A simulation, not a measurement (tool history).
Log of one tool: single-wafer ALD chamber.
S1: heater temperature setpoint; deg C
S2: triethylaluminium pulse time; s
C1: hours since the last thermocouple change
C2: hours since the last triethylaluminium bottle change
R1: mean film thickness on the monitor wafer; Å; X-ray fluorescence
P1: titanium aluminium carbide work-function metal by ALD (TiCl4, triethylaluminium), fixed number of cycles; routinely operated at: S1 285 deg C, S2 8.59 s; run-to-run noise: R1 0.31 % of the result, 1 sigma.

| run | hour | S1 | S2 | C1 | C2 | R1 |
|---|---|---|---|---|---|---|
| 1 | 10.6 | 285 | 8.59 | 1127.4 | 133.2 | 18.391 |
| 2 | 18.6 | 285 | 8.59 | 1135.4 | 141.2 | 18.363 |
| 3 | 28.6 | 308 | 8.59 | 1145.4 | 151.2 | 20.245 |
| 4 | 37.6 | 296 | 4.96 | 1154.4 | 160.2 | 16.578 |
| 5 | 53.6 | 285 | 8.59 | 1170.4 | 176.2 | 18.255 |
| 6 | 69.5 | 269 | 11.99 | 1186.3 | 192.1 | 17.636 |
|  | 76.1 | thermocouple changed; heater temperature recalibrated |
| 7 | 77.9 | 285 | 3.2 | 1.9 | 200.5 | 12.911 |
| 8 | 89.6 | 295 | 3.95 | 13.6 | 212.2 | 15.139 |
| 9 | 97.7 | 285 | 12.53 | 21.7 | 220.3 | 19.077 |
|  | 98.9 | triethylaluminium bottle replaced |
| 10 | 112.4 | 268 | 8.59 | 36.4 | 13.5 | 16.902 |
| 11 | 126.6 | 285 | 8.59 | 50.6 | 27.7 | 18.349 |
| 12 | 136 | 285 | 8.59 | 60 | 37.1 | 18.336 |
| 13 | 150 | 285 | 8.59 | 74 | 51.1 | 18.335 |
| 14 | 164.6 | 285 | 8.59 | 88.6 | 65.7 | 18.31 |
| 15 | 173.9 | 285 | 8.59 | 97.9 | 75 | 18.275 |
| 16 | 188.4 | 285 | 8.59 | 112.4 | 89.5 | 18.044 |
| 17 | 204.3 | 285 | 8.59 | 128.3 | 105.4 | 18.037 |
| 18 | 219.8 | 285 | 8.59 | 143.8 | 120.9 | 17.939 |
| 19 | 234 | 285 | 8.59 | 158 | 135.1 | 17.901 |
| 20 | 242.4 | 285 | 8.59 | 166.4 | 143.5 | 17.922 |
| 21 | 257.3 | 285 | 8.59 | 181.3 | 158.4 | 17.997 |
| 22 | 267.7 | 285 | 8.59 | 191.7 | 168.8 | 17.974 |
| 23 | 284 | 285 | 8.59 | 208 | 185.1 | 17.923 |

What P1 gives has crept off from where it sat before. The 2 causes that follow fit the log equally well, each at the size noted:
A: triethylaluminium dose below that of a fresh bottle (%) = 11.3
B: wafer temperature below the value expected at the setpoint (K) = 4.74
The drift started at roughly hour 164.6.

Consider the 4 single-wafer check runs listed below, results given as question marks: which one distinguishes between the causes by giving clearly different results for each?
| check 1 | 300.3 | 298 | 8.59 |  |  | ? |
| check 2 | 300.3 | 269 | 8.59 |  |  | ? |
| check 3 | 300.3 | 298 | 4.12 |  |  | ? |
| check 4 | 300.3 | 305 | 8.59 |  |  | ? |

Predicted outcomes, by check and by cause:
| check | result | if A | if B |
|---|---|---|---|
| check 1 | R1 | 19.014 | 19.033 |
| check 2 | R1 | 16.635 | 16.613 |
| check 3 | R1 | 14.682 | 15.223 |
| check 4 | R1 | 19.598 | 19.628 |
Minimum pairwise separation of causes per check, each pair taken at its best-separating result: check 1 0.1 %; check 2 0.13 %; check 3 3.61 %; check 4 0.15 %
Only check 3 tells the causes apart: in the others they would give nearly the same result.

Check 3 was carried out, with these results: R1 15.274 Å. Which of the listed causes is responsible?

The correct cause is B, namely: wafer temperature below the value expected at the setpoint (K).
